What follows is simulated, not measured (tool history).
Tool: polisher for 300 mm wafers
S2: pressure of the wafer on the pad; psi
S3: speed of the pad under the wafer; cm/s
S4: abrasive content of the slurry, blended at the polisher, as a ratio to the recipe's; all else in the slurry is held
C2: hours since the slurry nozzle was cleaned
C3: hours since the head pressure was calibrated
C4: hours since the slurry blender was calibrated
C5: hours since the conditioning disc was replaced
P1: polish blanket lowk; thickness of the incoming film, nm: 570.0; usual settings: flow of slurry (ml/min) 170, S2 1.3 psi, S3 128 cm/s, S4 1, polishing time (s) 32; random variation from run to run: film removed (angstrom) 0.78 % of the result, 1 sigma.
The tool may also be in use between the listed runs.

{"run": 1, "day": 0.442, "flow of slurry (ml/min)": 170, "S2": 1.3, "S3": 128, "S4": 1, "polishing time (s)": 32, "wafers polished on this pad": 1032, "C2": 105.7, "C3": 532.8, "C4": 72.3, "C5": 75.3, "film removed (angstrom)": 122.57}
{"run": 2, "day": 0.671, "flow of slurry (ml/min)": 100, "S2": 1.3, "S3": 128, "S4": 1, "polishing time (s)": 32, "wafers polished on this pad": 1087, "C2": 111.2, "C3": 538.3, "C4": 77.8, "C5": 80.8, "film removed (angstrom)": 110.55}
{"run": 3, "day": 0.954, "flow of slurry (ml/min)": 170, "S2": 1.3, "S3": 128, "S4": 1.4, "polishing time (s)": 32, "wafers polished on this pad": 1154, "C2": 118, "C3": 545.1, "C4": 84.6, "C5": 87.6, "film removed (angstrom)": 140.04}
{"run": 4, "day": 1.308, "flow of slurry (ml/min)": 170, "S2": 0.6, "S3": 128, "S4": 1, "polishing time (s)": 17, "wafers polished on this pad": 1239, "C2": 126.5, "C3": 553.6, "C4": 93.1, "C5": 96.1, "film removed (angstrom)": 30.391}
{"day": 1.312, "done": "conditioning disc replaced and pad reconditioned"}
{"run": 5, "day": 1.542, "flow of slurry (ml/min)": 170, "S2": 1.3, "S3": 128, "S4": 1, "polishing time (s)": 32, "wafers polished on this pad": 1295, "C2": 132.1, "C3": 559.2, "C4": 98.7, "C5": 5.6, "film removed (angstrom)": 123.9}
{"run": 6, "day": 1.971, "flow of slurry (ml/min)": 170, "S2": 1.3, "S3": 198, "S4": 1, "polishing time (s)": 32, "wafers polished on this pad": 1397, "C2": 142.4, "C3": 569.5, "C4": 109, "C5": 15.9, "film removed (angstrom)": 176.13}
{"run": 7, "day": 2.242, "flow of slurry (ml/min)": 170, "S2": 1.3, "S3": 64, "S4": 1, "polishing time (s)": 32, "wafers polished on this pad": 1462, "C2": 148.9, "C3": 576, "C4": 115.5, "C5": 22.4, "film removed (angstrom)": 70.353}
{"day": 2.542, "done": "slurry blender recalibrated"}
{"run": 8, "day": 2.596, "flow of slurry (ml/min)": 170, "S2": 1.3, "S3": 128, "S4": 1, "polishing time (s)": 32, "wafers polished on this pad": 1546, "C2": 157.4, "C3": 584.5, "C4": 1.4, "C5": 30.9, "film removed (angstrom)": 122.28}
{"run": 9, "day": 3.004, "flow of slurry (ml/min)": 170, "S2": 1.3, "S3": 128, "S4": 1, "polishing time (s)": 16, "wafers polished on this pad": 1644, "C2": 167.2, "C3": 594.3, "C4": 11.2, "C5": 40.7, "film removed (angstrom)": 60.809}
{"run": 10, "day": 3.429, "flow of slurry (ml/min)": 170, "S2": 1.3, "S3": 128, "S4": 1, "polishing time (s)": 32, "wafers polished on this pad": 1746, "C2": 177.4, "C3": 604.5, "C4": 21.4, "C5": 50.9, "film removed (angstrom)": 122.77}
{"run": 11, "day": 3.779, "flow of slurry (ml/min)": 170, "S2": 2, "S3": 128, "S4": 1, "polishing time (s)": 32, "wafers polished on this pad": 1829, "C2": 185.8, "C3": 612.9, "C4": 29.8, "C5": 59.3, "film removed (angstrom)": 189.81}
{"run": 12, "day": 4.1, "flow of slurry (ml/min)": 170, "S2": 1.3, "S3": 128, "S4": 0.6, "polishing time (s)": 32, "wafers polished on this pad": 1906, "C2": 193.5, "C3": 620.6, "C4": 37.5, "C5": 67, "film removed (angstrom)": 94.771}

Run 13 comes next. What will it give?
{"run": 13, "day": 4.533, "flow of slurry (ml/min)": 260, "S2": 1.3, "S3": 128, "S4": 1, "polishing time (s)": 32, "wafers polished on this pad": 2009, "C2": 203.9, "C3": 631, "C4": 47.9, "C5": 77.4, "film removed (angstrom)": "?"}

Run 13 gave film removed (angstrom) 132.69.
